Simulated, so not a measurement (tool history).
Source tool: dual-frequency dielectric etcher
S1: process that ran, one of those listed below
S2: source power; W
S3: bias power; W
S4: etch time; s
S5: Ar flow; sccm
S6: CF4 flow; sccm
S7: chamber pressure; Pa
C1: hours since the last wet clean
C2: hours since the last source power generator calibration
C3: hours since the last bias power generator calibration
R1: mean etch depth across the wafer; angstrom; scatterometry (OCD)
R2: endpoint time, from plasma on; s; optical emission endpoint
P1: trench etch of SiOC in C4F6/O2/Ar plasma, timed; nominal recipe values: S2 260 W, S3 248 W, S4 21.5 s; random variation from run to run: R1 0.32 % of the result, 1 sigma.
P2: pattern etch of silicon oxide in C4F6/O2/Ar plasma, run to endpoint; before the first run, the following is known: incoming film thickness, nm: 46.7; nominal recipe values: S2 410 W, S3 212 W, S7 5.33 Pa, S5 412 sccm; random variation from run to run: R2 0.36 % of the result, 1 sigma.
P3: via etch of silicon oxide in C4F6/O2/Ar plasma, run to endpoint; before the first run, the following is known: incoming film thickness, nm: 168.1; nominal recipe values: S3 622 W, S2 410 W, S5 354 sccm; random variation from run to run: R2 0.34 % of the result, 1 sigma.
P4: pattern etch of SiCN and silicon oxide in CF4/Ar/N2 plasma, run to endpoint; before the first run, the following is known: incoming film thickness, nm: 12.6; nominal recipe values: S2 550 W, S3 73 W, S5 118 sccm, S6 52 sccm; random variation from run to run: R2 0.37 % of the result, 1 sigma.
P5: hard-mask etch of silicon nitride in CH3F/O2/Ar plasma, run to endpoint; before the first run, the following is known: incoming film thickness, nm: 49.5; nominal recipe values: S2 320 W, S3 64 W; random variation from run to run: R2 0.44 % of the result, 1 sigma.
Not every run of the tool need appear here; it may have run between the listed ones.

run	hour	S1	S2	S3	S4	S5	S6	S7	C1	C2	C3	R1	R2
1	7.5	P1	260	248	21.5				75.4	1315.4	1354	425.19	
2	18.1	P1	260	248	21.5				86	1326	1364.6	426.37	
3	30.9	P4	550	73		118	72		98.8	1338.8	1377.4		12.603
4	37.4	P4	550	73		73	52		105.3	1345.3	1383.9		12.336
5	45	P2	410	212		412		5.33	112.9	1352.9	1391.5		14.81
6	57.7	P1	260	248	14				125.6	1365.6	1404.2	277.52	
7	69.5	P1	180	248	21.5				137.4	1377.4	1416	370.46	
8	82.7	P2	410	129		412		5.33	150.6	1390.6	1429.2		17.154
9	92.2	P1	350	248	21.5				160.1	1400.1	1438.7	477.68	
10	100.1	P3	410	622		208			168	1408	1446.6		31.732
11	107.7	P4	650	73		118	52		175.6	1415.6	1454.2		11.425
12	114.9	P4	550	73		118	52		182.8	1422.8	1461.4		13.232
13	124.7	P5	410	64					192.6	1432.6	1471.2		72.518
14	138.3	P1	260	248	21.5				206.2	1446.2	1484.8	427.29	
15	151.6	P1	260	248	27.5				219.5	1459.5	1498.1	546.02	
16	157.8	P1	260	185	12				225.7	1465.7	1504.3	214.61	
# hour 157.9: bias power generator calibrated
# hour 168.2: source power generator calibrated
17	169.5	P2	410	212		412		5.33	237.4	1.4	11.7		14.681
18	179.1	P2	410	212		412		4.07	247	11	21.3		14.244
19	189.9	P3	410	493		354			257.8	21.8	32.1		36.636
20	197.6	P1	260	248	21.5				265.5	29.5	39.8	425.66	
21	205.4	P2	410	212		242		5.33	273.3	37.3	47.6		13.85
22	219.4	P1	260	339	21.5				287.3	51.3	61.6	474.79	
23	233.1	P1	260	178	21.5				301	65	75.3	380.65	
24	243.2	P2	490	212		412		5.33	311.1	75.1	85.4		13.697
25	252.1	P5	320	78					320	84	94.3		74.75
26	264.8	P1	200	330	21.5				332.7	96.7	107	425.66	
27	277.3	P1	190	248	15.5				345.2	109.2	119.5	272.58	
28	286.2	P3	530	622		354			354.1	118.1	128.4		30.908
29	293.4	P4	550	57		118	52		361.3	125.3	135.6		14.472
30	302.6	P3	410	622		354			370.5	134.5	144.8		33.849
31	312.4	P5	320	64					380.3	144.3	154.6		79.985

Forecast run 32:
32	320.4	P1	260	248	21.5				388.3	152.3	162.6	?	

{"run 32": {"R1": 428.87}}
